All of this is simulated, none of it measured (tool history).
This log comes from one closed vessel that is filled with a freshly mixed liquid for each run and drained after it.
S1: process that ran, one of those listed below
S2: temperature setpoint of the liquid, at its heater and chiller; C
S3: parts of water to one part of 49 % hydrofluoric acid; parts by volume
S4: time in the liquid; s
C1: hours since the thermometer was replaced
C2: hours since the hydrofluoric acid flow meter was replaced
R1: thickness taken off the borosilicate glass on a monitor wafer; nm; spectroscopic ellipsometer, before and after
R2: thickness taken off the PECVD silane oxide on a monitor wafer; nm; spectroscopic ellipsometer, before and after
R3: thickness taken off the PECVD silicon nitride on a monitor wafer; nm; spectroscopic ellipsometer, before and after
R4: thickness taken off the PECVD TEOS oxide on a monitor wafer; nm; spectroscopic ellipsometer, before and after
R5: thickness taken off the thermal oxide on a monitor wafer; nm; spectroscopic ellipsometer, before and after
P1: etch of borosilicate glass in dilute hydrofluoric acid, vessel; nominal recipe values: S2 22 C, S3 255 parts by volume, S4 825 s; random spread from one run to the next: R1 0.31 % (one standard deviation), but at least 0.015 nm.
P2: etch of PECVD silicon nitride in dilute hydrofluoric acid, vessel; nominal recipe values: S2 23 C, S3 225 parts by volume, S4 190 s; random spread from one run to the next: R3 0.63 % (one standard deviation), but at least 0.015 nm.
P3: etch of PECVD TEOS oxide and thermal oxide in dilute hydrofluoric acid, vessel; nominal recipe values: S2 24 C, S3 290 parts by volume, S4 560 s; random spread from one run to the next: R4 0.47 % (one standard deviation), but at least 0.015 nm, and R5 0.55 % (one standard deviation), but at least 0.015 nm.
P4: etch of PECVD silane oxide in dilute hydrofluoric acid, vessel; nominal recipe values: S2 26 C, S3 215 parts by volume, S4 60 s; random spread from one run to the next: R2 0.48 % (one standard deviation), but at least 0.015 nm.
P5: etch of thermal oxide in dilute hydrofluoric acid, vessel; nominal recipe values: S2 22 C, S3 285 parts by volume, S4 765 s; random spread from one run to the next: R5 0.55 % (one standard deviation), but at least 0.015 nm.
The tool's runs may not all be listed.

run   hour  S1    S2   S3    S4     C1     C2      R1      R2      R3      R4      R5
  1    9.9  P1    22  255   825  353.8  340.7  57.437
  2   20.3  P4    26  215    60  364.2  351.1          10.801
  3     31  P1    22   40   825  374.9  361.8  464.23
  4   37.2  P2  18.5  225   190  381.1    368                  3.3325
  5   45.5  P4    26  215    60  389.4  376.3          10.566
  6   52.7  P1  17.5  255   295  396.6  383.5   17.32
  7   63.2  P3    24  435   560  407.1    394                          13.877  3.8624
  8   69.3  P5    22  285   765  413.2  400.1                                  9.5133
  9   78.3  P1  18.5   85   825  422.2  409.1  179.19
 10   86.4  P2    23  225   190  430.3  417.2                  4.4906
 11   93.9  P1    22  255   825  437.8  424.7  57.721
 12    104  P1    22  255   825  447.9  434.8  57.111
 13  109.6  P4    26  215    90  453.5  440.4            15.9
 14    116  P1    22  255  1590  459.9  446.8  110.32
 15  122.8  P1    22  255   825  466.7  453.6   57.64
 16  132.9  P1    22  255   180  476.8  463.7  12.528
 17  142.1  P1    30  255   825    486  472.9  76.135
 18  152.3  P4    26  135    60  496.2  483.1          18.614
 19  159.6  P3    24  290   560  503.5  490.4                          23.496   6.696
 20  165.6  P5    27  285   765  509.5  496.4                                  11.221
 21  171.6  P1    22  255   825  515.5  502.4  57.118
 22  180.7  P2    23  340   190  524.6  511.5                  2.9384
 23    187  P1  17.5  255   825  530.9  517.8   48.37

Forecast run 24:
 24  196.8  P1  25.5  65  825  540.7  527.6   ?

R1: 318.94 nm

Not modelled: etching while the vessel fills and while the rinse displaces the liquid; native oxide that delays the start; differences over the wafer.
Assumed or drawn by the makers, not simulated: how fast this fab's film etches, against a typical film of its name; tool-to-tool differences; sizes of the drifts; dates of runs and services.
